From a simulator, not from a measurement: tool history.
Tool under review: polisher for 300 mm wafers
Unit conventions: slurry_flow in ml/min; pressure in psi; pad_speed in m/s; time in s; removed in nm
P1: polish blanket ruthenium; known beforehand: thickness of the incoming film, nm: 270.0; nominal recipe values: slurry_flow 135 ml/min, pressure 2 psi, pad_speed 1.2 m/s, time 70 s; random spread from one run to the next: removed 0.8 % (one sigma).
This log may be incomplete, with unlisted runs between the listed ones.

run 1 hour=4.7 | slurry_flow=135 pressure=2 pad_speed=1.2 time=70 | removed=110.87
-- hour=7.4 slurry nozzle cleaned
run 2 hour=7.7 | slurry_flow=180 pressure=2 pad_speed=1.2 time=70 | removed=114.26
run 3 hour=13.4 | slurry_flow=135 pressure=2 pad_speed=1.2 time=70 | removed=111.84
run 4 hour=16.6 | slurry_flow=135 pressure=2 pad_speed=1.2 time=70 | removed=109.85
run 5 hour=19.5 | slurry_flow=135 pressure=0.9 pad_speed=1.2 time=70 | removed=49.551
run 6 hour=24.9 | slurry_flow=135 pressure=2 pad_speed=1.2 time=70 | removed=111.53
run 7 hour=30.1 | slurry_flow=135 pressure=2 pad_speed=1.2 time=70 | removed=110.33
run 8 hour=33.8 | slurry_flow=135 pressure=3.1 pad_speed=1.2 time=70 | removed=170.17
run 9 hour=38.4 | slurry_flow=135 pressure=2 pad_speed=0.56 time=102 | removed=74.33
run 10 hour=42 | slurry_flow=135 pressure=2 pad_speed=1.2 time=38 | removed=59.744
run 11 hour=45.7 | slurry_flow=135 pressure=2 pad_speed=0.84 time=70 | removed=77.165
run 12 hour=49.3 | slurry_flow=80 pressure=2 pad_speed=1.2 time=70 | removed=98.123
run 13 hour=54.6 | slurry_flow=135 pressure=2 pad_speed=1.2 time=93 | removed=145.2
run 14 hour=58.6 | slurry_flow=135 pressure=2 pad_speed=1.84 time=70 | removed=166.99
run 15 hour=63.6 | slurry_flow=135 pressure=2 pad_speed=1.2 time=70 | removed=111.39
run 16 hour=68 | slurry_flow=135 pressure=2 pad_speed=1.2 time=70 | removed=105.28
run 17 hour=73.2 | slurry_flow=135 pressure=2 pad_speed=1.2 time=70 | removed=103.03
run 18 hour=75.8 | slurry_flow=135 pressure=2 pad_speed=1.2 time=70 | removed=101.45
-- hour=80.8 head pressure recalibrated
run 19 hour=81.3 | slurry_flow=135 pressure=2 pad_speed=1.2 time=70 | removed=101.62
run 20 hour=84 | slurry_flow=135 pressure=2 pad_speed=1.2 time=70 | removed=99.646
run 21 hour=89.4 | slurry_flow=135 pressure=2 pad_speed=1.2 time=70 | removed=99.77
run 22 hour=93.2 | slurry_flow=135 pressure=2 pad_speed=1.2 time=70 | removed=98.911
run 23 hour=96.1 | slurry_flow=135 pressure=2 pad_speed=1.2 time=70 | removed=98.634
run 24 hour=99.6 | slurry_flow=135 pressure=2 pad_speed=1.2 time=70 | removed=98.805

P1 has crept away from where it was. The log is fitted equally well by each of these 2 causes, at the sizes shown:
A: removal rate lost through wear of the pad, % = 10.3
B: slurry flow missing at the pad, % = 36.9
The drift started at roughly hour 63.6.
What rules out each remaining cause:
head's pressure below its setpoint, %: serviced after onset, at hour 80.8, with no recovery of the prior output

Each of the 4 check runs below uses one wafer; its results are left as question marks. Which run tells the causes apart?
run check 1 hour=103.1 | slurry_flow=80 pressure=2 pad_speed=1.2 time=89 | removed=?
run check 2 hour=103.1 | slurry_flow=135 pressure=2.8 pad_speed=1.78 time=70 | removed=?
run check 3 hour=103.1 | slurry_flow=135 pressure=2 pad_speed=1.46 time=70 | removed=?
run check 4 hour=103.1 | slurry_flow=135 pressure=1.1 pad_speed=1.2 time=70 | removed=?

Outcome of each check run for each possible cause:
check=check_1 result=removed if_A=110.7 if_B=104.15
check=check_2 result=removed if_A=205.36 if_B=205.34
check=check_3 result=removed if_A=120.31 if_B=120.3
check=check_4 result=removed if_A=54.388 if_B=54.384
Distance between the nearest two causes, measured in the result of the check that separates them most: check 1 6.1 %; check 2 0.01 %; check 3 0.01 %; check 4 0.01 %
Of the check runs offered, only check 1 discriminates between the causes; the rest would read about the same regardless of which cause applies.

Check 1 was carried out, with these results: removed 109.89 nm. Which of the listed causes is responsible?

The cause is A: removal rate lost through wear of the pad, %.
